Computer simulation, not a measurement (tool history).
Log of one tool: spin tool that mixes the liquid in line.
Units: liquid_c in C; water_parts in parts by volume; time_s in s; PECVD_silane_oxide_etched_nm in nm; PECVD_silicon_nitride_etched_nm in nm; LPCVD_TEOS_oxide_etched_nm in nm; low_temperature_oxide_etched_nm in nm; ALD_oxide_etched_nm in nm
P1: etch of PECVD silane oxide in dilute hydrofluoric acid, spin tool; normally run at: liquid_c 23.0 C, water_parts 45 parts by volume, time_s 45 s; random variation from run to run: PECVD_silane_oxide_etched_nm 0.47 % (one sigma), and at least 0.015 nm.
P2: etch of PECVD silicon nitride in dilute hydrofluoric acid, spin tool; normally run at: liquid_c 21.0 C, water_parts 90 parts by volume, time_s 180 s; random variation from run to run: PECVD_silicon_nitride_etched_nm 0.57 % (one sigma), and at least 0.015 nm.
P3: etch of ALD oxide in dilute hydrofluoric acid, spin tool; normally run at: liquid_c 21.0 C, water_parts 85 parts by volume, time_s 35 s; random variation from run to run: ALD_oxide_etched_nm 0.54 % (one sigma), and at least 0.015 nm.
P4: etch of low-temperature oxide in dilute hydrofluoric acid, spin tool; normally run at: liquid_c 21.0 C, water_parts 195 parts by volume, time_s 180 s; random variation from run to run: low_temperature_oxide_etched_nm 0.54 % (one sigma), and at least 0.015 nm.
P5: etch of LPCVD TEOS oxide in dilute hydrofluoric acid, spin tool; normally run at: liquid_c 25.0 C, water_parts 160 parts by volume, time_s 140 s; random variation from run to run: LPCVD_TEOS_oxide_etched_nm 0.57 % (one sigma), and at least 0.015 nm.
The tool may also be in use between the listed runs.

run,day,process,liquid_c,water_parts,time_s,hours since the thermometer was replaced,hours since the hydrofluoric acid flow meter was replaced,PECVD_silane_oxide_etched_nm,PECVD_silicon_nitride_etched_nm,LPCVD_TEOS_oxide_etched_nm,low_temperature_oxide_etched_nm,ALD_oxide_etched_nm
1,0.688,P1,23.0,45,45,251.5,453.6,24.3990,,,,
2,1.121,P2,21.0,90,180,261.9,464.0,,4.5909,,,
3,1.808,P5,25.0,160,140,278.4,480.5,,,37.478,,
4,2.329,P4,21.0,195,180,290.9,493.0,,,,9.7025,
5,2.667,P1,23.0,45,45,299.0,501.1,24.3310,,,,
6,3.383,P1,23.0,45,45,316.2,518.3,24.3510,,,,
7,3.742,P5,32.0,160,140,324.8,526.9,,,48.238,,
8,4.346,P2,21.0,90,180,339.3,541.4,,4.5718,,,
# day 4.600: thermometer replaced
9,5.033,P3,21.0,20,35,10.4,557.9,,,,,20.1270
10,5.488,P3,21.0,85,35,21.3,568.8,,,,,4.4171
11,6.217,P1,17.5,45,45,38.8,586.3,19.4080,,,,
12,6.683,P1,23.0,25,45,50.0,597.5,44.9080,,,,
13,7.162,P1,29.5,45,45,61.5,609.0,31.6290,,,,
14,7.546,P3,21.0,85,35,70.7,618.2,,,,,4.3325
15,8.183,P3,29.0,85,35,86.0,633.5,,,,,6.0130
16,8.867,P4,21.0,195,65,102.4,649.9,,,,3.4487,
17,9.267,P1,23.0,45,45,112.0,659.5,24.2000,,,,
18,9.762,P3,21.0,85,60,123.9,671.4,,,,,7.5456
19,10.142,P1,23.0,70,45,133.0,680.5,15.1370,,,,
20,10.758,P1,23.0,45,15,147.8,695.3,8.1486,,,,
21,11.379,P2,21.0,90,305,162.7,710.2,,7.7309,,,
22,11.896,P1,23.0,45,45,175.1,722.6,24.3160,,,,
23,12.233,P1,18.0,70,45,183.2,730.7,12.2170,,,,
24,12.758,P4,21.0,60,180,195.8,743.3,,,,35.9020,

Forecast run 25:
25,13.188,P1,23.0,75,15,206.1,753.6,?,,,,

{"run 25": {"PECVD_silane_oxide_etched_nm": 4.7076}}
